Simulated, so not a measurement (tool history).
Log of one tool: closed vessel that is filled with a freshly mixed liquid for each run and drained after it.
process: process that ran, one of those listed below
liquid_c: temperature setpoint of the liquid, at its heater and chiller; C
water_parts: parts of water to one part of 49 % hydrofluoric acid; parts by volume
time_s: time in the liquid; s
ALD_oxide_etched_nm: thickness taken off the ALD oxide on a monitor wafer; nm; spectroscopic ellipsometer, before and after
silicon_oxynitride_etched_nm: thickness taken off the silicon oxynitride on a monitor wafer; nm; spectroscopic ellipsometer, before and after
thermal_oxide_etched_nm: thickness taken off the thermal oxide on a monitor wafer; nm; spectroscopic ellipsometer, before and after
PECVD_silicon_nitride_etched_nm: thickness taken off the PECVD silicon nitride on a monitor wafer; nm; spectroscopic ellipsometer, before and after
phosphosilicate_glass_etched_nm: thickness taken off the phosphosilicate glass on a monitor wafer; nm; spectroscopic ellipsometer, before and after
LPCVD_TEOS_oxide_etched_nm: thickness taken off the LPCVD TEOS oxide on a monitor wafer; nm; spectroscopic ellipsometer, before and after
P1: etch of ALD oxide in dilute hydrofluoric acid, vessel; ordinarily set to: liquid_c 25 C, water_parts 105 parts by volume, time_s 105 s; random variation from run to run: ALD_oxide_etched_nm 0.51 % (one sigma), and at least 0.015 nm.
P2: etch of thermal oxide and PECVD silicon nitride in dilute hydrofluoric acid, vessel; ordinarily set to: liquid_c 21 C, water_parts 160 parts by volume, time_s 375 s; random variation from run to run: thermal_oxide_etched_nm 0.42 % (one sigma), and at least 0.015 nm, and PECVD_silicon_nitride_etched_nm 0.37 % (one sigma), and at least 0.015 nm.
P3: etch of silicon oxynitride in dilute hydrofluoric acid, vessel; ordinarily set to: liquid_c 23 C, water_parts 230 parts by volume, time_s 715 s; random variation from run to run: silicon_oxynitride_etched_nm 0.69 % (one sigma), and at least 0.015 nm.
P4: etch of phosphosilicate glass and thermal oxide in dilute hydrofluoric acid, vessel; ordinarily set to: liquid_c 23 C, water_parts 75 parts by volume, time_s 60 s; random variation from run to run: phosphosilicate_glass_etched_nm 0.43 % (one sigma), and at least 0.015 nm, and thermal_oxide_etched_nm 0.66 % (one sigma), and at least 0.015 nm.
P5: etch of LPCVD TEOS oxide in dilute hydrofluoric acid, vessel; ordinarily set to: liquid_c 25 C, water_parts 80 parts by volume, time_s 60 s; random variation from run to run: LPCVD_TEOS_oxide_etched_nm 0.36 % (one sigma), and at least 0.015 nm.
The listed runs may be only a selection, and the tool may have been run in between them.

| run | hour | process | liquid_c | water_parts | time_s | hours since the thermometer was replaced | hours since the hydrofluoric acid flow meter was replaced | ALD_oxide_etched_nm | silicon_oxynitride_etched_nm | thermal_oxide_etched_nm | PECVD_silicon_nitride_etched_nm | phosphosilicate_glass_etched_nm | LPCVD_TEOS_oxide_etched_nm |
|---|---|---|---|---|---|---|---|---|---|---|---|---|---|
| 1 | 2.8 | P1 | 25 | 105 | 105 | 583.5 | 352.1 | 20.47 |  |  |  |  |  |
| 2 | 5.5 | P3 | 23 | 230 | 715 | 586.2 | 354.8 |  | 3.9438 |  |  |  |  |
| 3 | 8.4 | P1 | 25 | 105 | 190 | 589.1 | 357.7 | 37.31 |  |  |  |  |  |
| 4 | 13.4 | P1 | 25 | 105 | 105 | 594.1 | 362.7 | 20.649 |  |  |  |  |  |
| 5 | 19 | P2 | 21 | 160 | 705 | 599.7 | 368.3 |  |  | 16.601 | 20.299 |  |  |
| 6 | 24.4 | P3 | 23 | 335 | 715 | 605.1 | 373.7 |  | 2.5023 |  |  |  |  |
| 7 | 30.4 | P4 | 17 | 75 | 60 | 611.1 | 379.7 |  |  | 2.889 |  | 46.143 |  |
|  | 33 | hydrofluoric acid flow meter replaced |
| 8 | 34.1 | P4 | 23 | 75 | 60 | 614.8 | 1.1 |  |  | 3.7885 |  | 59.303 |  |
| 9 | 38.2 | P5 | 25 | 40 | 60 | 618.9 | 5.2 |  |  |  |  |  | 59.761 |
| 10 | 40.9 | P1 | 25 | 105 | 105 | 621.6 | 7.9 | 20.927 |  |  |  |  |  |
| 11 | 44.7 | P1 | 25 | 70 | 40 | 625.4 | 11.7 | 12.426 |  |  |  |  |  |
| 12 | 49.8 | P3 | 30 | 230 | 715 | 630.5 | 16.8 |  | 5.3474 |  |  |  |  |
| 13 | 52.5 | P2 | 21 | 30 | 375 | 633.2 | 19.5 |  |  | 55.451 | 54.942 |  |  |
| 14 | 56.7 | P5 | 25 | 80 | 115 | 637.4 | 23.7 |  |  |  |  |  | 54.57 |
| 15 | 60.5 | P2 | 21 | 160 | 375 | 641.2 | 27.5 |  |  | 9.0003 | 10.761 |  |  |
| 16 | 66.4 | P1 | 32.5 | 105 | 105 | 647.1 | 33.4 | 27.42 |  |  |  |  |  |
| 17 | 69.4 | P1 | 25 | 105 | 105 | 650.1 | 36.4 | 20.684 |  |  |  |  |  |
| 18 | 74.8 | P1 | 25 | 150 | 105 | 655.5 | 41.8 | 13.6 |  |  |  |  |  |
| 19 | 77.7 | P2 | 21 | 160 | 375 | 658.4 | 44.7 |  |  | 8.8662 | 10.833 |  |  |
| 20 | 82.8 | P5 | 19 | 80 | 60 | 663.5 | 49.8 |  |  |  |  |  | 22.235 |
| 21 | 85.4 | P5 | 25 | 80 | 60 | 666.1 | 52.4 |  |  |  |  |  | 28.316 |
| 22 | 89.1 | P1 | 25 | 105 | 105 | 669.8 | 56.1 | 20.974 |  |  |  |  |  |
| 23 | 92.5 | P4 | 23 | 125 | 60 | 673.2 | 59.5 |  |  | 2.1077 |  | 33.502 |  |
| 24 | 97.3 | P1 | 17 | 105 | 105 | 678 | 64.3 | 14.896 |  |  |  |  |  |
| 25 | 101.8 | P1 | 25 | 105 | 55 | 682.5 | 68.8 | 10.836 |  |  |  |  |  |
| 26 | 106.1 | P2 | 29.5 | 160 | 375 | 686.8 | 73.1 |  |  | 12.238 | 18.689 |  |  |
| 27 | 109.7 | P1 | 25 | 105 | 105 | 690.4 | 76.7 | 20.916 |  |  |  |  |  |
| 28 | 113.8 | P1 | 25 | 50 | 105 | 694.5 | 80.8 | 46.617 |  |  |  |  |  |
| 29 | 119.2 | P3 | 23 | 230 | 270 | 699.9 | 86.2 |  | 1.4872 |  |  |  |  |
| 30 | 124.5 | P4 | 23 | 75 | 100 | 705.2 | 91.5 |  |  | 6.1823 |  | 98.599 |  |
| 31 | 127.7 | P1 | 25 | 105 | 105 | 708.4 | 94.7 | 20.798 |  |  |  |  |  |

Estimate the outcome of run 32 from the log above:
| 32 | 133.1 | P1 | 25 | 105 | 105 | 713.8 | 100.1 | ? |  |  |  |  |  |

{"run 32": {"ALD_oxide_etched_nm": 19.936}}
